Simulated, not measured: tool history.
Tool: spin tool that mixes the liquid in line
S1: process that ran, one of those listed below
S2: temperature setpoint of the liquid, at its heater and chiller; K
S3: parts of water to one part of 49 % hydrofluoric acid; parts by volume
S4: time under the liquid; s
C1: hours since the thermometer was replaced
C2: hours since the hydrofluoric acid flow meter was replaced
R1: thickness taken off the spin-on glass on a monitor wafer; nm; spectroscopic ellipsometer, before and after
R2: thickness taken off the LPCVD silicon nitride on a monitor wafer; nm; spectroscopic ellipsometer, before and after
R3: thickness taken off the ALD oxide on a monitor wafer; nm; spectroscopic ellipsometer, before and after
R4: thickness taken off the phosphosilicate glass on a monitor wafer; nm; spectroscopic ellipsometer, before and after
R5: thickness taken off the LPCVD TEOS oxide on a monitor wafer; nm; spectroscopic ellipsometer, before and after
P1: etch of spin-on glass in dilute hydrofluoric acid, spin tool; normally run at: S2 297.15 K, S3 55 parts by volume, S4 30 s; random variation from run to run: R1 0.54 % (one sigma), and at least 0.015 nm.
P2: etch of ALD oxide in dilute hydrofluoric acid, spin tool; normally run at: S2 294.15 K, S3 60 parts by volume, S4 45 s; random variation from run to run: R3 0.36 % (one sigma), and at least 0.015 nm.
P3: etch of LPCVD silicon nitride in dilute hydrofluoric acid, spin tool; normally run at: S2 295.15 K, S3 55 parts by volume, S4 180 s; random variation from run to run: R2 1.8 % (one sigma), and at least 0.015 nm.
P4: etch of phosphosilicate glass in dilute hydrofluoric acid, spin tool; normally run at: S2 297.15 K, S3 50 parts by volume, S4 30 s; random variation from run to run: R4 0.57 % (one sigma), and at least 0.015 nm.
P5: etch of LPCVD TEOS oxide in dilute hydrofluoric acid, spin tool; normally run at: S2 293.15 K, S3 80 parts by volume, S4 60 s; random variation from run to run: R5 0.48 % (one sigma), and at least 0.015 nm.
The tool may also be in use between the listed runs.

run   hour  S1      S2   S3   S4      C1      C2      R1       R2      R3      R4      R5
  1     12  P1  297.15   55   30   936.1   956.1  14.775
  2   23.1  P3  295.15   55  180   947.2   967.2           1.5029
  3   31.6  P1  297.15   55   30   955.7   975.7    14.9
  4   40.1  P2  294.15   60   45   964.2   984.2                   13.732
  5   48.1  P4  297.15   50   30   972.2   992.2                           58.171
  6   61.1  P1  297.15   55   55   985.2  1005.2  27.415
  7   72.8  P3  295.15   55   65   996.9  1016.9          0.55461
  8   84.2  P5  293.15   25   60  1008.3  1028.3                                   82.097
  9   94.5  P1  300.65   80   30  1018.6  1038.6  11.258
 10  109.1  P1  303.15   55   30  1033.2  1053.2  18.683
 11  121.4  P3  290.65   55  180  1045.5  1065.5           1.0815
 12  136.6  P1  297.15   55   30  1060.7  1080.7  14.755
 13  151.9  P1  290.15   55   30    1076    1096  11.083
 14  159.9  P1  297.15   20   30    1084    1104  42.259
 15  175.2  P5  290.15   80   60  1099.3  1119.3                                   21.106
 16  181.9  P5  293.15   80  115    1106    1126                                   45.434
 17  188.9  P4  297.15   20   30    1113    1133                           150.47
 18  199.5  P1  297.15   20   55  1123.6  1143.6  77.047
 19  214.1  P2  294.15   60   75  1138.2  1158.2                   23.017
 20  228.6  P3  295.15   55  180  1152.7  1172.7           1.4865
 21  240.4  P4  291.15   50   30  1164.5  1184.5                           44.801
 22    255  P1  297.15   55   30  1179.1  1199.1  14.613
 23  270.3  P1  297.15   55   30  1194.4  1214.4  14.727
 24  285.2  P4  297.15   50   15  1209.3  1229.3                           29.352
 25  294.4  P3  295.15   30  180  1218.5  1238.5            2.708
 26  309.1  P5  293.15   80   60  1233.2  1253.2                                   23.959
 27  318.9  P1  297.15  105   30    1243    1263  7.3024
 28  328.7  P1  290.15   20   30  1252.8  1272.8  31.714
 29  341.8  P2  294.15   95   45  1265.9  1285.9                    8.293
 30  355.4  P2  294.15   60   45  1279.5  1299.5                   13.668
 31  364.1  P1  297.15   55   15  1288.2  1308.2  7.3395
 32  375.8  P2  301.15   60   45  1299.9  1319.9                   18.315
 33  386.1  P5  293.15   80   60  1310.2  1330.2                                   23.692
 34  398.8  P1  297.15   55   30  1322.9  1342.9  14.844
 35  414.2  P1  297.15   55   30  1338.3  1358.3  15.543
 36  422.7  P1  297.15   55   30  1346.8  1366.8  15.813
 37  435.5  P1  297.15   55   30  1359.6  1379.6  16.025
 38  448.3  P1  297.15   55   30  1372.4  1392.4  16.262
 39  461.1  P1  297.15   55   30  1385.2  1405.2  16.339
 40  470.7  P1  297.15   55   30  1394.8  1414.8  16.365

What P1 gives has crept away from where it was. These 2 causes fit the log equally well, each at the size given:
A: hydrofluoric acid flow above the setpoint (%) = 9.44
B: liquid hotter than its thermometer reads (K) = 2.38
The creep began at about hour 398.8.

4 check runs are offered, each on 5 wafers whose results are averaged, their results left as question marks. Which one tells the causes apart?
check 1  480.3  P4  297.15  50   30                       ?
check 2  480.3  P2  294.15  60   45                   ?
check 3  480.3  P3  295.15  55  180               ?
check 4  480.3  P5  293.15  80   60                           ?

What each check would give under each cause:
  check  result    if A    if B
check 1      R4  63.884  63.958
check 2      R3  15.129  15.159
check 3      R2   1.635   1.759
check 4      R5  26.285  26.281
How far apart the two closest causes lie, in the result that separates them most: check 1 0.12 %; check 2 0.2 %; check 3 7.31 %; check 4 0.01 %
Check 3 tells the causes apart: in the others they would give nearly the same result.

Check 3 was then run and gave: R2 1.7619 nm. Which cause is it?

It is B: liquid hotter than its thermometer reads (K).

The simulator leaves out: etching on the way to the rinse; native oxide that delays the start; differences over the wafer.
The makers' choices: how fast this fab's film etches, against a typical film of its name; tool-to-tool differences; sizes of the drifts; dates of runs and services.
